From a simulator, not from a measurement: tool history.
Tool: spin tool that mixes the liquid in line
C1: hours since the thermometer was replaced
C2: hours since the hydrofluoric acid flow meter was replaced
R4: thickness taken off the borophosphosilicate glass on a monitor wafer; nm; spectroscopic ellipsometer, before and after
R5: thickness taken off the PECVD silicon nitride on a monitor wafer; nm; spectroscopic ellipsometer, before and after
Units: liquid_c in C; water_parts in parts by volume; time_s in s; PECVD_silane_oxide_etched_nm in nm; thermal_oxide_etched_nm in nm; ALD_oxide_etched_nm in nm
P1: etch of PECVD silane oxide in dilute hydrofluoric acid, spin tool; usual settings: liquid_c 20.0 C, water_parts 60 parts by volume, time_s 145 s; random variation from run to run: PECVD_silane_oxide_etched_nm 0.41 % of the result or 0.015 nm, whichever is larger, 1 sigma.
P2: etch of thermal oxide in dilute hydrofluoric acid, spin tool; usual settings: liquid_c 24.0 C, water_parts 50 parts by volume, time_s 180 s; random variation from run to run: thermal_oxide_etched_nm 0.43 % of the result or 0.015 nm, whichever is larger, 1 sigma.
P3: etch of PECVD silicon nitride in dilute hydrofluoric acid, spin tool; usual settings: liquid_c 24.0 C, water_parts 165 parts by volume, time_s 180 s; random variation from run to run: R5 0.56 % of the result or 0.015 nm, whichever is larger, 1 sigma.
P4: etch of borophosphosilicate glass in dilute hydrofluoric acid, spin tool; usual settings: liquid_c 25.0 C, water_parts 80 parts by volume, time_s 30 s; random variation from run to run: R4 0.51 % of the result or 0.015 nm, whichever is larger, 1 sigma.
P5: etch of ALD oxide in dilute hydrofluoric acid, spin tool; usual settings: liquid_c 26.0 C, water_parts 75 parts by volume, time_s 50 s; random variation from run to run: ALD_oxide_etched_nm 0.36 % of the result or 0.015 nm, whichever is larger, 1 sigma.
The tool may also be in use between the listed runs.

run 1 hour=5.5 | process=P1 liquid_c=20.0 water_parts=60 time_s=145 | C1=1031.0 C2=119.2 | PECVD_silane_oxide_etched_nm=42.804
run 2 hour=8.5 | process=P2 liquid_c=24.0 water_parts=50 time_s=340 | C1=1034.0 C2=122.2 | thermal_oxide_etched_nm=37.786
run 3 hour=14.7 | process=P5 liquid_c=26.0 water_parts=45 time_s=50 | C1=1040.2 C2=128.4 | ALD_oxide_etched_nm=13.0180
run 4 hour=21.8 | process=P1 liquid_c=20.0 water_parts=20 time_s=145 | C1=1047.3 C2=135.5 | PECVD_silane_oxide_etched_nm=133.910
run 5 hour=24.9 | process=P1 liquid_c=20.0 water_parts=60 time_s=145 | C1=1050.4 C2=138.6 | PECVD_silane_oxide_etched_nm=42.690
run 6 hour=28.0 | process=P2 liquid_c=24.0 water_parts=50 time_s=180 | C1=1053.5 C2=141.7 | thermal_oxide_etched_nm=20.069
run 7 hour=31.9 | process=P1 liquid_c=20.0 water_parts=60 time_s=145 | C1=1057.4 C2=145.6 | PECVD_silane_oxide_etched_nm=42.744
run 8 hour=36.8 | process=P5 liquid_c=26.0 water_parts=75 time_s=15 | C1=1062.3 C2=150.5 | ALD_oxide_etched_nm=2.2674
run 9 hour=40.1 | process=P4 liquid_c=25.0 water_parts=80 time_s=45 | C1=1065.6 C2=153.8 | R4=27.471
run 10 hour=47.0 | process=P1 liquid_c=20.0 water_parts=60 time_s=145 | C1=1072.5 C2=160.7 | PECVD_silane_oxide_etched_nm=42.893
run 11 hour=50.5 | process=P1 liquid_c=17.0 water_parts=60 time_s=145 | C1=1076.0 C2=164.2 | PECVD_silane_oxide_etched_nm=37.510
run 12 hour=56.5 | process=P5 liquid_c=30.0 water_parts=75 time_s=50 | C1=1082.0 C2=170.2 | ALD_oxide_etched_nm=8.7835
run 13 hour=59.6 | process=P3 liquid_c=24.0 water_parts=70 time_s=180 | C1=1085.1 C2=173.3 | R5=13.9050
run 14 hour=65.8 | process=P4 liquid_c=25.0 water_parts=80 time_s=30 | C1=1091.3 C2=179.5 | R4=18.175
run 15 hour=69.2 | process=P4 liquid_c=25.0 water_parts=80 time_s=30 | C1=1094.7 C2=182.9 | R4=18.303
run 16 hour=74.0 | process=P1 liquid_c=20.0 water_parts=100 time_s=60 | C1=1099.5 C2=187.7 | PECVD_silane_oxide_etched_nm=10.132
run 17 hour=79.1 | process=P2 liquid_c=32.0 water_parts=50 time_s=180 | C1=1104.6 C2=192.8 | thermal_oxide_etched_nm=27.605
run 18 hour=83.4 | process=P1 liquid_c=20.0 water_parts=60 time_s=145 | C1=1108.9 C2=197.1 | PECVD_silane_oxide_etched_nm=42.112
run 19 hour=89.2 | process=P3 liquid_c=18.5 water_parts=165 time_s=180 | C1=1114.7 C2=202.9 | R5=4.1202
run 20 hour=93.0 | process=P3 liquid_c=24.0 water_parts=165 time_s=180 | C1=1118.5 C2=206.7 | R5=5.9774
run 21 hour=99.9 | process=P4 liquid_c=25.0 water_parts=30 time_s=30 | C1=1125.4 C2=213.6 | R4=51.853
run 22 hour=104.2 | process=P2 liquid_c=24.0 water_parts=25 time_s=180 | C1=1129.7 C2=217.9 | thermal_oxide_etched_nm=41.640
run 23 hour=107.5 | process=P4 liquid_c=19.5 water_parts=80 time_s=30 | C1=1133.0 C2=221.2 | R4=14.588
run 24 hour=113.7 | process=P2 liquid_c=24.0 water_parts=50 time_s=180 | C1=1139.2 C2=227.4 | thermal_oxide_etched_nm=20.025
run 25 hour=119.0 | process=P1 liquid_c=20.0 water_parts=60 time_s=85 | C1=1144.5 C2=232.7 | PECVD_silane_oxide_etched_nm=24.976
run 26 hour=123.6 | process=P1 liquid_c=20.0 water_parts=105 time_s=145 | C1=1149.1 C2=237.3 | PECVD_silane_oxide_etched_nm=22.975
run 27 hour=129.7 | process=P1 liquid_c=20.0 water_parts=60 time_s=145 | C1=1155.2 C2=243.4 | PECVD_silane_oxide_etched_nm=42.759
run 28 hour=134.3 | process=P1 liquid_c=20.0 water_parts=60 time_s=280 | C1=1159.8 C2=248.0 | PECVD_silane_oxide_etched_nm=82.585
run 29 hour=140.2 | process=P1 liquid_c=17.0 water_parts=60 time_s=240 | C1=1165.7 C2=253.9 | PECVD_silane_oxide_etched_nm=61.984
run 30 hour=144.0 | process=P1 liquid_c=20.0 water_parts=60 time_s=145 | C1=1169.5 C2=257.7 | PECVD_silane_oxide_etched_nm=42.291
run 31 hour=147.6 | process=P1 liquid_c=24.5 water_parts=60 time_s=145 | C1=1173.1 C2=261.3 | PECVD_silane_oxide_etched_nm=51.037
run 32 hour=150.9 | process=P3 liquid_c=24.0 water_parts=165 time_s=80 | C1=1176.4 C2=264.6 | R5=2.5967
run 33 hour=155.3 | process=P5 liquid_c=26.0 water_parts=75 time_s=50 | C1=1180.8 C2=269.0 | ALD_oxide_etched_nm=7.5290
run 34 hour=159.2 | process=P1 liquid_c=20.0 water_parts=60 time_s=145 | C1=1184.7 C2=272.9 | PECVD_silane_oxide_etched_nm=42.951
run 35 hour=162.9 | process=P1 liquid_c=20.0 water_parts=60 time_s=145 | C1=1188.4 C2=276.6 | PECVD_silane_oxide_etched_nm=41.602
run 36 hour=168.6 | process=P1 liquid_c=20.0 water_parts=60 time_s=145 | C1=1194.1 C2=282.3 | PECVD_silane_oxide_etched_nm=40.542
run 37 hour=172.8 | process=P1 liquid_c=20.0 water_parts=60 time_s=145 | C1=1198.3 C2=286.5 | PECVD_silane_oxide_etched_nm=40.199
run 38 hour=176.3 | process=P1 liquid_c=20.0 water_parts=60 time_s=145 | C1=1201.8 C2=290.0 | PECVD_silane_oxide_etched_nm=39.750
run 39 hour=180.8 | process=P1 liquid_c=20.0 water_parts=60 time_s=145 | C1=1206.3 C2=294.5 | PECVD_silane_oxide_etched_nm=39.707
run 40 hour=186.4 | process=P1 liquid_c=20.0 water_parts=60 time_s=145 | C1=1211.9 C2=300.1 | PECVD_silane_oxide_etched_nm=39.077
run 41 hour=191.3 | process=P1 liquid_c=20.0 water_parts=60 time_s=145 | C1=1216.8 C2=305.0 | PECVD_silane_oxide_etched_nm=39.258
run 42 hour=195.2 | process=P1 liquid_c=20.0 water_parts=60 time_s=145 | C1=1220.7 C2=308.9 | PECVD_silane_oxide_etched_nm=38.844
run 43 hour=201.5 | process=P1 liquid_c=20.0 water_parts=60 time_s=145 | C1=1227.0 C2=315.2 | PECVD_silane_oxide_etched_nm=38.958
run 44 hour=207.8 | process=P1 liquid_c=20.0 water_parts=60 time_s=145 | C1=1233.3 C2=321.5 | PECVD_silane_oxide_etched_nm=38.643

What P1 gives has crept away from where it was. These 2 causes fit the log equally well, each at the size given:
A: liquid colder than its thermometer reads (K) = 2.12
B: hydrofluoric acid flow below the setpoint (%) = 8.05
The creep began at about hour 159.2.

4 check runs are offered, one wafer each, their results left as question marks. Which one tells the causes apart?
run check 1 hour=214.1 | process=P4 liquid_c=25.0 water_parts=80 time_s=30 | R4=?
run check 2 hour=214.1 | process=P3 liquid_c=24.0 water_parts=165 time_s=180 | R5=?
run check 3 hour=214.1 | process=P5 liquid_c=26.0 water_parts=75 time_s=50 | ALD_oxide_etched_nm=?
run check 4 hour=214.1 | process=P2 liquid_c=24.0 water_parts=50 time_s=180 | thermal_oxide_etched_nm=?

What each check would give under each cause:
check=check_1 result=R4 if_A=16.749 if_B=16.622
check=check_2 result=R5 if_A=5.1821 if_B=5.4703
check=check_3 result=ALD_oxide_etched_nm if_A=6.9120 if_B=6.8580
check=check_4 result=thermal_oxide_etched_nm if_A=18.362 if_B=18.329
How far apart the two closest causes lie, in the result that separates them most: check 1 0.76 %; check 2 5.41 %; check 3 0.78 %; check 4 0.18 %
Check 2 tells the causes apart: in the others they would give nearly the same result.

Check 2 was then run and gave: R5 5.4556 nm. Which cause is it?

It is B: hydrofluoric acid flow below the setpoint (%).
